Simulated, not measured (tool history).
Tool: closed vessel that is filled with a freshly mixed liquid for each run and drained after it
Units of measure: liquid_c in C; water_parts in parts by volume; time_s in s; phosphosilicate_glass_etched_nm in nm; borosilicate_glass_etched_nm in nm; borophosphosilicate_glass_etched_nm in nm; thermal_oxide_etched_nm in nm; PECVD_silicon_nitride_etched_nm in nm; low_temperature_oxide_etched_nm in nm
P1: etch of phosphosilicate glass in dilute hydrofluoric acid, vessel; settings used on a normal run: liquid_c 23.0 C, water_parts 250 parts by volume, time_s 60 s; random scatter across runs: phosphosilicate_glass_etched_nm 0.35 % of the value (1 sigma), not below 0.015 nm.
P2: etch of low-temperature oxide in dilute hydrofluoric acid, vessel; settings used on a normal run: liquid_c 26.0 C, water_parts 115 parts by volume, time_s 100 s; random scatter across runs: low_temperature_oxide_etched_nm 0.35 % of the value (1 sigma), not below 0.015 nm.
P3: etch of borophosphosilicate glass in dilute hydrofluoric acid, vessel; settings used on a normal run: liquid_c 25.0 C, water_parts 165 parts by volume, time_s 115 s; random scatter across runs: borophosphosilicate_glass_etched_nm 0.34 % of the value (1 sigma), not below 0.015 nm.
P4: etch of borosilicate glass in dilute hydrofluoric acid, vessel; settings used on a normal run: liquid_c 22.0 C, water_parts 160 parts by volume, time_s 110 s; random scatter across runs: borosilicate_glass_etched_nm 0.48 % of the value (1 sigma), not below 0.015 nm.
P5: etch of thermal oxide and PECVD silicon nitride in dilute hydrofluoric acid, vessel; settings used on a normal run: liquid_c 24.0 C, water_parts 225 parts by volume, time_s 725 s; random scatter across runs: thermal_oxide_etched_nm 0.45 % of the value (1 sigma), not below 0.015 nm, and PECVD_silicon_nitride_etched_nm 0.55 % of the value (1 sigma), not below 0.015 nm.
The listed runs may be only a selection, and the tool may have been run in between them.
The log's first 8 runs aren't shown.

| run | day | process | liquid_c | water_parts | time_s | hours since the thermometer was replaced | hours since the hydrofluoric acid flow meter was replaced | phosphosilicate_glass_etched_nm | borosilicate_glass_etched_nm | borophosphosilicate_glass_etched_nm | thermal_oxide_etched_nm | PECVD_silicon_nitride_etched_nm | low_temperature_oxide_etched_nm |
|---|---|---|---|---|---|---|---|---|---|---|---|---|---|
| 9 | 4.150 | P5 | 24.0 | 225 | 1270 | 1807.1 | 857.4 |  |  |  | 22.366 | 13.4130 |  |
| 10 | 4.633 | P1 | 23.0 | 250 | 60 | 1818.7 | 869.0 | 21.7640 |  |  |  |  |  |
| 11 | 4.962 | P2 | 26.0 | 115 | 100 | 1826.6 | 876.9 |  |  |  |  |  | 14.070 |
| 12 | 5.238 | P5 | 18.5 | 225 | 725 | 1833.2 | 883.5 |  |  |  | 10.518 | 5.3457 |  |
| 13 | 5.617 | P5 | 24.0 | 225 | 725 | 1842.3 | 892.6 |  |  |  | 12.888 | 7.6037 |  |
| 14 | 5.879 | P3 | 25.0 | 165 | 115 | 1848.6 | 898.9 |  |  | 19.4730 |  |  |  |
| 15 | 6.229 | P1 | 28.0 | 250 | 60 | 1857.0 | 907.3 | 25.7730 |  |  |  |  |  |
| 16 | 6.762 | P5 | 24.0 | 225 | 725 | 1869.8 | 920.1 |  |  |  | 12.748 | 7.6840 |  |
| 17 | 7.171 | P2 | 26.0 | 115 | 195 | 1879.6 | 929.9 |  |  |  |  |  | 27.614 |
| 18 | 7.433 | P4 | 22.0 | 160 | 110 | 1885.9 | 936.2 |  | 28.685 |  |  |  |  |
| 19 | 7.738 | P1 | 17.0 | 250 | 60 | 1893.2 | 943.5 | 17.3290 |  |  |  |  |  |
| 20 | 8.121 | P1 | 23.0 | 80 | 115 | 1902.4 | 952.7 | 155.1100 |  |  |  |  |  |
| 21 | 8.496 | P4 | 27.5 | 160 | 110 | 1911.4 | 961.7 |  | 35.392 |  |  |  |  |
| 22 | 8.958 | P1 | 23.0 | 250 | 60 | 1922.5 | 972.8 | 21.6020 |  |  |  |  |  |
| 23 | 9.383 | P2 | 19.5 | 115 | 100 | 1932.7 | 983.0 |  |  |  |  |  | 10.938 |
| 24 | 9.892 | P4 | 22.0 | 160 | 30 | 1944.9 | 995.2 |  | 7.899 |  |  |  |  |
| 25 | 10.167 | P4 | 22.0 | 85 | 110 | 1951.5 | 1001.8 |  | 59.540 |  |  |  |  |

Forecast run 26:
| 26 | 10.429 | P1 | 23.0 | 380 | 60 | 1957.8 | 1008.1 | ? |  |  |  |  |  |

Run 26 yielded phosphosilicate_glass_etched_nm 12.6620 nm.
